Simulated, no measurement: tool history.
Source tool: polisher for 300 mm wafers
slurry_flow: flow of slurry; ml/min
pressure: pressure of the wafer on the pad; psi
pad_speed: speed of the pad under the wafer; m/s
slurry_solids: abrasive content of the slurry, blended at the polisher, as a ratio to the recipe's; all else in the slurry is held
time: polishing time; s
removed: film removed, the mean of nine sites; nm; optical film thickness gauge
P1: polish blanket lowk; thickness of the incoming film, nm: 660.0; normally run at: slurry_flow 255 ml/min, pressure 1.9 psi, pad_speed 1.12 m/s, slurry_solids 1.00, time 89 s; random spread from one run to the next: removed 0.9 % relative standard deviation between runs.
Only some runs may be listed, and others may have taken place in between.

run   hour  slurry_flow  pressure  pad_speed  slurry_solids  time  removed
  1    9.8          255       1.9       1.12           1.00    89   44.917
  2   18.7          155       1.9       1.12           1.00    89   42.596
  3   29.0          255       1.9       1.12           0.55    89   33.112
  4   36.5          255       3.0       1.12           1.00    89   71.304
  5   42.3          255       1.9       1.12           1.00    89   44.690
  6   54.0          400       1.9       1.12           1.00    89   46.655
      60.0  -- slurry blender recalibrated
  7   62.6          255       1.9       0.50           1.00    89   23.785
  8   71.6          255       1.9       1.12           1.00    89   45.301
  9   80.2          255       1.9       1.12           1.00   123   62.189
 10   86.5          255       1.9       1.12           1.00    89   45.215
 11   98.4          255       1.9       1.12           1.00    89   44.475
 12  103.9          255       1.9       1.12           1.00    40   19.794
 13  112.5          255       1.9       1.60           1.00    89   60.040
 14  124.4          255       1.3       1.12           1.00    89   30.454
 15  130.5          255       1.9       1.12           1.35    89   51.988
 16  140.1          255       1.3       1.12           1.00    58   19.971
 17  151.0          255       1.9       1.12           1.00    89   45.218
 18  162.1          255       1.9       1.12           1.00    89   43.239

For run 19, what comes out?
 19  170.6          255       1.9       1.12           1.00    89        ?

{"run 19": {"removed": 42.7}}
